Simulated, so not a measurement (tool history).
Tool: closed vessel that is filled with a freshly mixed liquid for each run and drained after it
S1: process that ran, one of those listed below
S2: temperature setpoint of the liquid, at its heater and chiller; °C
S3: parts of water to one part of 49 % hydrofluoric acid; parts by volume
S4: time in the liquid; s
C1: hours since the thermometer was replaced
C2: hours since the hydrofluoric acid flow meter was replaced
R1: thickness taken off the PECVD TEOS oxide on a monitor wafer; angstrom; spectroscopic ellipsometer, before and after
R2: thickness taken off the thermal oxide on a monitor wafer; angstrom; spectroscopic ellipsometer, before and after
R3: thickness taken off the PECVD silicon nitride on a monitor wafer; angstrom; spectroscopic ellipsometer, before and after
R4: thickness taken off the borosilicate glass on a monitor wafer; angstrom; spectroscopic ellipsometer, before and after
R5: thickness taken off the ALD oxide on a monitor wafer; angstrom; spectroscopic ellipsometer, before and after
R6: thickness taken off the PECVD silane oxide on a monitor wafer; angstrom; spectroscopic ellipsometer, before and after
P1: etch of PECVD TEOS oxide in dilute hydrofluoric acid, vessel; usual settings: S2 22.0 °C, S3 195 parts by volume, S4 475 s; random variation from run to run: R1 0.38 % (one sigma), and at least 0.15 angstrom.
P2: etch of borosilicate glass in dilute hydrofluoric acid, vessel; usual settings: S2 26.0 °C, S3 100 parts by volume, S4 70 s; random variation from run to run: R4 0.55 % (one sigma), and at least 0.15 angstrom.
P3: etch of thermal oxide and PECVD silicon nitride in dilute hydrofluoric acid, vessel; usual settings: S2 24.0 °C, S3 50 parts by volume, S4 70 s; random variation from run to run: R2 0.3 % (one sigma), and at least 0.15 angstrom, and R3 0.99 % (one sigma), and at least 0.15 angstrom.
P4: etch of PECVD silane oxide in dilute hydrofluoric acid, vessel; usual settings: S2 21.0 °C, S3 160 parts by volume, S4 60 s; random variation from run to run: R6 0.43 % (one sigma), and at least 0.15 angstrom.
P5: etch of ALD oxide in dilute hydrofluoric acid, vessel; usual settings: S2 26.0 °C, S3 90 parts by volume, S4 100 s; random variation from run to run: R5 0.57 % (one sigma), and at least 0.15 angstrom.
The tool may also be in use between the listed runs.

run	day	S1	S2	S3	S4	C1	C2	R1	R2	R3	R4	R5	R6
1	0.342	P1	22.0	195	475	632.5	1164.0	401.16					
2	0.829	P1	27.5	195	475	644.2	1175.7	486.87					
3	1.146	P1	22.0	195	475	651.8	1183.3	399.57					
4	1.758	P1	22.0	95	700	666.5	1198.0	1344.70					
5	2.050	P3	24.0	50	35	673.5	1205.0		35.293	13.612			
6	2.362	P2	33.0	100	70	681.0	1212.5				274.12		
7	2.692	P5	26.0	90	100	688.9	1220.4					163.13	
8	3.096	P5	26.0	90	165	698.6	1230.1					267.52	
9	3.433	P5	26.0	35	100	706.7	1238.2					448.05	
10	3.858	P3	24.0	50	70	716.9	1248.4		70.814	27.502			
11	4.396	P1	22.0	195	475	729.8	1261.3	398.39					
12	5.021	P5	26.0	90	100	744.8	1276.3					163.25	
13	5.562	P2	26.0	100	70	757.8	1289.3				209.94		
14	6.004	P1	22.0	195	195	768.4	1299.9	163.73					
15	6.354	P1	22.0	195	475	776.8	1308.3	398.91					
16	6.883	P2	26.0	40	70	789.5	1321.0				561.73		
17	7.200	P4	17.0	160	60	797.1	1328.6						131.12
18	7.646	P4	21.0	160	110	807.8	1339.3						281.83
19	8.029	P4	21.0	160	60	817.0	1348.5						154.51
20	8.383	P2	26.0	100	135	825.5	1357.0				403.55		
21	8.688	P4	21.0	50	60	832.8	1364.3						560.66
22	8.996	P1	17.0	195	475	840.2	1371.7	329.17					
23	9.550	P1	22.0	195	475	853.5	1385.0	400.48					
24	9.933	P1	22.0	195	695	862.7	1394.2	583.05					
25	10.233	P1	22.0	195	475	869.9	1401.4	398.97					
26	10.771	P3	24.0	20	70	882.8	1414.3		183.130	67.030			
27	11.308	P1	22.0	195	475	895.7	1427.2	398.38					
# day 11.508: hydrofluoric acid flow meter replaced
28	11.804	P1	22.0	115	475	907.6	7.2	730.18					
29	12.396	P3	17.5	50	70	921.8	21.4		53.694	17.745			
30	12.900	P1	22.0	50	170	933.9	33.5	655.12					
31	13.462	P3	24.0	50	70	947.4	47.0		70.644	27.285			
32	14.071	P5	30.5	90	100	962.0	61.6					192.82	
33	14.633	P1	22.0	325	475	975.5	75.1	210.31					
34	15.117	P1	22.0	195	475	987.1	86.7	395.91					
35	15.450	P1	22.0	195	475	995.1	94.7	407.44					
36	16.025	P1	22.0	195	475	1008.9	108.5	416.64					
37	16.429	P1	22.0	195	475	1018.6	118.2	420.59					
38	17.008	P1	22.0	195	475	1032.5	132.1	424.63					
39	17.433	P1	22.0	195	475	1042.7	142.3	427.62					
40	18.038	P1	22.0	195	475	1057.2	156.8	430.02					
41	18.475	P1	22.0	195	475	1067.7	167.3	431.08					
42	18.962	P1	22.0	195	475	1079.4	179.0	430.58					
43	19.338	P1	22.0	195	475	1088.4	188.0	429.58					

What P1 gives has crept away from where it was. These 2 causes fit the log equally well, each at the size given:
A: hydrofluoric acid flow above the setpoint (%) = 6.47
B: liquid hotter than its thermometer reads (K) = 2.01
The creep began at about day 15.117.

4 check runs are offered, one wafer each, their results left as question marks. Which one tells the causes apart?
check 1	19.712	P3	19.5	20	70				?	?			
check 2	19.712	P4	17.0	160	105								?
check 3	19.712	P5	26.0	50	160							?	
check 4	19.712	P2	30.0	40	70						?		

What each check would give under each cause:
check	result	if A	if B
check 1	R2	162.020	165.730
check 1	R3	51.563	55.944
check 2	R6	247.65	249.91
check 3	R5	528.50	535.84
check 4	R4	710.19	719.17
How far apart the two closest causes lie, in the result that separates them most: check 1 8.16 %; check 2 0.91 %; check 3 1.38 %; check 4 1.26 %
Only check 1 tells the causes apart: in the others they would give nearly the same result.

Then check 1 was run and gave: R2 166.020 angstrom; R3 56.880 angstrom. Which cause is it?

It is B: liquid hotter than its thermometer reads (K).
